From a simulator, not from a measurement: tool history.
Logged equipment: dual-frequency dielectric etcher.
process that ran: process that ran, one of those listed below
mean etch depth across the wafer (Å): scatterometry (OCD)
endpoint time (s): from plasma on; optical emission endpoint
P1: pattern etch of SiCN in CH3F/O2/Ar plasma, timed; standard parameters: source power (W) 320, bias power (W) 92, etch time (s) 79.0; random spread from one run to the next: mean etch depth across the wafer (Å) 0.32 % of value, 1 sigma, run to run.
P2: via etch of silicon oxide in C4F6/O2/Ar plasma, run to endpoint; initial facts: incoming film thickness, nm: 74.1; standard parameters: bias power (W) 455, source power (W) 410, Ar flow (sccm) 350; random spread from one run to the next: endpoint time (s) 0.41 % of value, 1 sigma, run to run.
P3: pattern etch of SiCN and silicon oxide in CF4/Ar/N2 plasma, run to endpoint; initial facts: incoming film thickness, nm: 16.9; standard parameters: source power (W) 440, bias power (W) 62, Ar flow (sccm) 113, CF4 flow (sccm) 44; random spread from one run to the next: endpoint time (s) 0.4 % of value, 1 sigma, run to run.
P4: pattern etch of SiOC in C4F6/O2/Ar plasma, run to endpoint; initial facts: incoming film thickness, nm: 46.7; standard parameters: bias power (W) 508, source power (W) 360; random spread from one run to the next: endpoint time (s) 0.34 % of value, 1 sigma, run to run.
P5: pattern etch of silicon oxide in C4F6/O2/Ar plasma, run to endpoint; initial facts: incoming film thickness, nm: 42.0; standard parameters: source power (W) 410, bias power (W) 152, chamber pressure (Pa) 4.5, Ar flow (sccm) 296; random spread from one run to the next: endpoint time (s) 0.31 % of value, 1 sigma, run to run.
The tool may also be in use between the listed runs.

run,hour,process that ran,source power (W),bias power (W),etch time (s),Ar flow (sccm),CF4 flow (sccm),chamber pressure (Pa),hours since the last wet clean,hours since the last source power generator calibration,hours since the last bias power generator calibration,mean etch depth across the wafer (Å),endpoint time (s)
1,6.9,P1,320,92,79.0,,,,236.7,1172.1,801.5,294.45,
2,14.4,P4,460,508,,,,,244.2,1179.6,809.0,,14.805
3,27.6,P3,440,62,,113,44,,257.4,1192.8,822.2,,23.740
4,35.1,P1,320,92,98.5,,,,264.9,1200.3,829.7,367.46,
5,44.9,P1,320,92,46.0,,,,274.7,1210.1,839.5,172.48,
6,57.4,P2,410,455,,350,,,287.2,1222.6,852.0,,17.035
7,67.5,P5,410,152,,296,,6.3,297.3,1232.7,862.1,,15.072
8,77.2,P1,220,92,79.0,,,,307.0,1242.4,871.8,257.64,
9,86.0,P5,410,152,,296,,4.5,315.8,1251.2,880.6,,14.481
10,100.2,P5,410,152,,412,,4.5,330.0,1265.4,894.8,,14.913
11,107.7,P1,410,92,79.0,,,,337.5,1272.9,902.3,322.66,
12,114.6,P2,410,455,,252,,,344.4,1279.8,909.2,,16.495
13,122.6,P5,410,112,,296,,4.5,352.4,1287.8,917.2,,15.744
14,131.8,P5,260,152,,296,,4.5,361.6,1297.0,926.4,,17.273
15,142.8,P1,320,92,79.0,,,,372.6,1308.0,937.4,294.60,
16,156.1,P3,440,62,,113,26,,385.9,1321.3,950.7,,26.043
17,169.6,P3,440,48,,113,44,,399.4,1334.8,964.2,,26.120
18,176.2,P1,320,92,79.0,,,,406.0,1341.4,970.8,294.64,
19,190.7,P2,510,455,,350,,,420.5,1355.9,985.3,,15.729
20,200.1,P1,320,62,79.0,,,,429.9,1365.3,994.7,256.36,
21,206.8,P2,410,335,,350,,,436.6,1372.0,1001.4,,19.065
22,220.2,P3,300,62,,113,44,,450.0,1385.4,1014.8,,33.142
23,233.4,P1,320,130,79.0,,,,463.2,1398.6,1028.0,338.30,
24,239.8,P4,360,649,,,,,469.6,1405.0,1034.4,,14.768
25,250.2,P4,360,508,,,,,480.0,1415.4,1044.8,,16.207
26,258.1,P5,410,152,,296,,4.5,487.9,1423.3,1052.7,,14.446
27,272.1,P2,410,455,,350,,,501.9,1437.3,1066.7,,17.145
28,286.8,P1,320,92,79.0,,,,516.6,1452.0,1081.4,296.81,
29,299.5,P1,320,120,61.5,,,,529.3,1464.7,1094.1,255.52,
30,310.8,P3,440,62,,78,44,,540.6,1476.0,1105.4,,22.382
31,324.6,P1,320,92,79.0,,,,554.4,1489.8,1119.2,295.03,
32,332.1,P1,320,92,79.0,,,,561.9,1497.3,1126.7,292.28,
33,346.1,P1,320,92,79.0,,,,575.9,1511.3,1140.7,291.72,
34,355.7,P1,320,92,79.0,,,,585.5,1520.9,1150.3,292.21,

The next listed run, before its measurement:
35,363.4,P1,320,92,79.0,,,,593.2,1528.6,1158.0,?,

mean etch depth across the wafer (Å): 290.80

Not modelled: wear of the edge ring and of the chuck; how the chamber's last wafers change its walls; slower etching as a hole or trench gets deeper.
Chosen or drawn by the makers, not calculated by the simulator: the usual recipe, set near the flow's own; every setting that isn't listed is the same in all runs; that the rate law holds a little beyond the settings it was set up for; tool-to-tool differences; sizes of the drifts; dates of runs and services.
